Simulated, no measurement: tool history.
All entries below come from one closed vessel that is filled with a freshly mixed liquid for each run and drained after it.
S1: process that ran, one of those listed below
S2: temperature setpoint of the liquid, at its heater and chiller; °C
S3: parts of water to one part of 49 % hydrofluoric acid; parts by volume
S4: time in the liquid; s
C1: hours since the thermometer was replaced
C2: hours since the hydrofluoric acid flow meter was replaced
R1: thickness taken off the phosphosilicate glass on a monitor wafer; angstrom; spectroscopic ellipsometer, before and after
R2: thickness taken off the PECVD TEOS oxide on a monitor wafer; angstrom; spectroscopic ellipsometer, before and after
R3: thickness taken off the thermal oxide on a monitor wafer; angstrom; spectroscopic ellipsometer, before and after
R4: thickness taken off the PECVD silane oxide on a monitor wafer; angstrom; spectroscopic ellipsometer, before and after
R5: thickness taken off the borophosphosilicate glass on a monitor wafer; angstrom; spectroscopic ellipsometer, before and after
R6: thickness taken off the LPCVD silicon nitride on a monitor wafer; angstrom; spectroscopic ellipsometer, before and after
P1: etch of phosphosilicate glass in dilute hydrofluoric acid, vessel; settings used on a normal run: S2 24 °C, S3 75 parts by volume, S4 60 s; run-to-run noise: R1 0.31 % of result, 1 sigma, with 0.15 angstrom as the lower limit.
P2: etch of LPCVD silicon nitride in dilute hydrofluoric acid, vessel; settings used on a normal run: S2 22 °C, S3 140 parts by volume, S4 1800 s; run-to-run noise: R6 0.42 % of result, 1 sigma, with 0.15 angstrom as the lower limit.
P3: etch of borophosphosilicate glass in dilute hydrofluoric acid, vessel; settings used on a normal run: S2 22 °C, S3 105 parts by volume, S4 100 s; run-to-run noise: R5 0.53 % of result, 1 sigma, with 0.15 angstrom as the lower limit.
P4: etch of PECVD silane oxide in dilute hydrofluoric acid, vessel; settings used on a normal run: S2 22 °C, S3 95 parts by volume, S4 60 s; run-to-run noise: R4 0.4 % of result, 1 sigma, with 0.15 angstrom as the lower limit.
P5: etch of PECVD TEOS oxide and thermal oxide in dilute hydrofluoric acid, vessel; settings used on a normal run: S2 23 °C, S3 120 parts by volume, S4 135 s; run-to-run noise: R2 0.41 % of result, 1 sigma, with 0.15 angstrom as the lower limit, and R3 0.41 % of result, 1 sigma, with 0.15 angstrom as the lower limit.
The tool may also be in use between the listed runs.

Run 1, hour 12.3: S1 P1, S2 24 °C, S3 75 parts by volume, S4 60 s; C1 545.4; C2 135.8. Result: R1 1411.2 angstrom.
Run 2, hour 20.4: S1 P5, S2 23 °C, S3 120 parts by volume, S4 135 s; C1 553.5; C2 143.9. Result: R2 298.13 angstrom, R3 49.066 angstrom.
Run 3, hour 31: S1 P4, S2 22 °C, S3 95 parts by volume, S4 60 s; C1 564.1; C2 154.5. Result: R4 202.95 angstrom.
Run 4, hour 37.7: S1 P3, S2 22 °C, S3 165 parts by volume, S4 100 s; C1 570.8; C2 161.2. Result: R5 212.5 angstrom.
Run 5, hour 52.1: S1 P1, S2 32 °C, S3 75 parts by volume, S4 60 s; C1 585.2; C2 175.6. Result: R1 1929.9 angstrom.
Run 6, hour 59.2: S1 P2, S2 29.5 °C, S3 140 parts by volume, S4 1800 s; C1 592.3; C2 182.7. Result: R6 88.987 angstrom.
Run 7, hour 71.2: S1 P4, S2 22 °C, S3 95 parts by volume, S4 60 s; C1 604.3; C2 194.7. Result: R4 202.93 angstrom.
Run 8, hour 80.1: S1 P1, S2 19.5 °C, S3 75 parts by volume, S4 60 s; C1 613.2; C2 203.6. Result: R1 1175.3 angstrom.
Run 9, hour 87.2: S1 P2, S2 22 °C, S3 140 parts by volume, S4 1800 s; C1 620.3; C2 210.7. Result: R6 55.314 angstrom.
Run 10, hour 99.6: S1 P1, S2 30.5 °C, S3 105 parts by volume, S4 60 s; C1 632.7; C2 223.1. Result: R1 1260.7 angstrom.
Run 11, hour 111.4: S1 P1, S2 24 °C, S3 20 parts by volume, S4 60 s; C1 644.5; C2 234.9. Result: R1 5753.4 angstrom.
Run 12, hour 120.8: S1 P1, S2 24 °C, S3 75 parts by volume, S4 95 s; C1 653.9; C2 244.3. Result: R1 2248.3 angstrom.
Run 13, hour 131.2: S1 P5, S2 23 °C, S3 180 parts by volume, S4 135 s; C1 664.3; C2 254.7. Result: R2 187.88 angstrom, R3 30.696 angstrom.
Run 14, hour 140.8: S1 P1, S2 24 °C, S3 75 parts by volume, S4 60 s; C1 673.9; C2 264.3. Result: R1 1428.9 angstrom.
Run 15, hour 155.1: S1 P4, S2 22 °C, S3 160 parts by volume, S4 60 s; C1 688.2; C2 278.6. Result: R4 111.56 angstrom.
Run 16, hour 167.8: S1 P1, S2 24 °C, S3 75 parts by volume, S4 60 s; C1 700.9; C2 291.3. Result: R1 1416.2 angstrom.
Run 17, hour 179.6: S1 P1, S2 17 °C, S3 115 parts by volume, S4 60 s; C1 712.7; C2 303.1. Result: R1 663.9 angstrom.
Run 18, hour 191.3: S1 P1, S2 24 °C, S3 75 parts by volume, S4 60 s; C1 724.4; C2 314.8. Result: R1 1427.3 angstrom.
Run 19, hour 204.1: S1 P1, S2 24 °C, S3 75 parts by volume, S4 60 s; C1 737.2; C2 327.6. Result: R1 1417.8 angstrom.
Run 20, hour 211.3: S1 P2, S2 22 °C, S3 140 parts by volume, S4 515 s; C1 744.4; C2 334.8. Result: R6 15.782 angstrom.
Run 21, hour 219.7: S1 P1, S2 24 °C, S3 75 parts by volume, S4 60 s; C1 752.8; C2 343.2. Result: R1 1420 angstrom.
Run 22, hour 229.7: S1 P5, S2 23 °C, S3 120 parts by volume, S4 50 s; C1 762.8; C2 353.2. Result: R2 111.5 angstrom, R3 17.97 angstrom.
Run 23, hour 241.9: S1 P5, S2 23 °C, S3 120 parts by volume, S4 135 s; C1 775; C2 365.4. Result: R2 299.8 angstrom, R3 48.89 angstrom.
Run 24, hour 254.3: S1 P1, S2 27.5 °C, S3 75 parts by volume, S4 95 s; C1 787.4; C2 377.8. Result: R1 2586.9 angstrom.
At hour 261.8: thermometer replaced.
Run 25, hour 266.5: S1 P3, S2 22 °C, S3 105 parts by volume, S4 100 s; C1 4.7; C2 390. Result: R5 359.11 angstrom.
Run 26, hour 277.1: S1 P3, S2 22 °C, S3 105 parts by volume, S4 160 s; C1 15.3; C2 400.6. Result: R5 572.86 angstrom.
Run 27, hour 287.4: S1 P1, S2 24 °C, S3 75 parts by volume, S4 30 s; C1 25.6; C2 410.9. Result: R1 710.4 angstrom.
Run 28, hour 301.9: S1 P1, S2 24 °C, S3 135 parts by volume, S4 60 s; C1 40.1; C2 425.4. Result: R1 737.15 angstrom.
Run 29, hour 312: S1 P4, S2 28 °C, S3 95 parts by volume, S4 60 s; C1 50.2; C2 435.5. Result: R4 256.23 angstrom.
Run 30, hour 321: S1 P3, S2 17 °C, S3 105 parts by volume, S4 100 s; C1 59.2; C2 444.5. Result: R5 290.15 angstrom.
Run 31, hour 334.3: S1 P2, S2 22 °C, S3 70 parts by volume, S4 1800 s; C1 72.5; C2 457.8. Result: R6 108.02 angstrom.
Run 32, hour 348.4: S1 P5, S2 17 °C, S3 120 parts by volume, S4 135 s; C1 86.6; C2 471.9. Result: R2 235.66 angstrom, R3 38.629 angstrom.
Run 33, hour 360.5: S1 P4, S2 22 °C, S3 95 parts by volume, S4 30 s; C1 98.7; C2 484. Result: R4 100.95 angstrom.
Run 34, hour 369.1: S1 P1, S2 24 °C, S3 75 parts by volume, S4 60 s; C1 107.3; C2 492.6. Result: R1 1422.2 angstrom.
Run 35, hour 380.6: S1 P1, S2 24 °C, S3 75 parts by volume, S4 60 s; C1 118.8; C2 504.1. Result: R1 1462.6 angstrom.
Run 36, hour 389.5: S1 P1, S2 24 °C, S3 75 parts by volume, S4 60 s; C1 127.7; C2 513. Result: R1 1496.1 angstrom.
Run 37, hour 401.8: S1 P1, S2 24 °C, S3 75 parts by volume, S4 60 s; C1 140; C2 525.3. Result: R1 1515.6 angstrom.
Run 38, hour 410.4: S1 P1, S2 24 °C, S3 75 parts by volume, S4 60 s; C1 148.6; C2 533.9. Result: R1 1535.3 angstrom.
Run 39, hour 418.8: S1 P1, S2 24 °C, S3 75 parts by volume, S4 60 s; C1 157; C2 542.3. Result: R1 1546.4 angstrom.
Run 40, hour 432.3: S1 P1, S2 24 °C, S3 75 parts by volume, S4 60 s; C1 170.5; C2 555.8. Result: R1 1556.4 angstrom.
Run 41, hour 439.7: S1 P1, S2 24 °C, S3 75 parts by volume, S4 60 s; C1 177.9; C2 563.2. Result: R1 1562 angstrom.
Run 42, hour 446.8: S1 P1, S2 24 °C, S3 75 parts by volume, S4 60 s; C1 185; C2 570.3. Result: R1 1561.9 angstrom.
Run 43, hour 454.8: S1 P1, S2 24 °C, S3 75 parts by volume, S4 60 s; C1 193; C2 578.3. Result: R1 1561.4 angstrom.
Run 44, hour 464.4: S1 P1, S2 24 °C, S3 75 parts by volume, S4 60 s; C1 202.6; C2 587.9. Result: R1 1564.4 angstrom.
Run 45, hour 478.3: S1 P1, S2 24 °C, S3 75 parts by volume, S4 60 s; C1 216.5; C2 601.8. Result: R1 1557.4 angstrom.

Compared with where it was, what P1 gives has crept away. Each cause listed below fits the log as well as the rest, at the size given for it:
A: liquid hotter than its thermometer reads (K) = 2.41
B: hydrofluoric acid flow above the setpoint (%) = 9.19
The onset of the drift is placed at about hour 369.1.

Each of the 4 check runs below uses one wafer; its results are left as question marks. Which run tells the causes apart?
Run check 1, hour 492.2: S1 P2, S2 28.5 °C, S3 140 parts by volume, S4 980 s. Result: R6 ?.
Run check 2, hour 492.2: S1 P4, S2 22 °C, S3 160 parts by volume, S4 60 s. Result: R4 ?.
Run check 3, hour 492.2: S1 P5, S2 17 °C, S3 180 parts by volume, S4 135 s. Result: R2 ?, R3 ?.
Run check 4, hour 492.2: S1 P3, S2 17 °C, S3 105 parts by volume, S4 135 s. Result: R5 ?.

If the cause were each of the candidates in turn, the checks would give the following:
  check  result    if A    if B
check 1      R6  52.675    49.6
check 2      R4  122.32  123.59
check 3      R2  162.84  163.87
check 3      R3  26.644  26.811
check 4      R5  437.33  435.95
Distance between the nearest two causes, measured in the result of the check that separates them most: check 1 6.02 %; check 2 1.03 %; check 3 0.63 %; check 4 0.32 %
Check 1 distinguishes between the causes, while the remaining checks would return nearly the same result for all of them.

Check 1 has now been run. It gave: R6 52.368 angstrom. Which of the candidate causes is it?

It is A: liquid hotter than its thermometer reads (K).
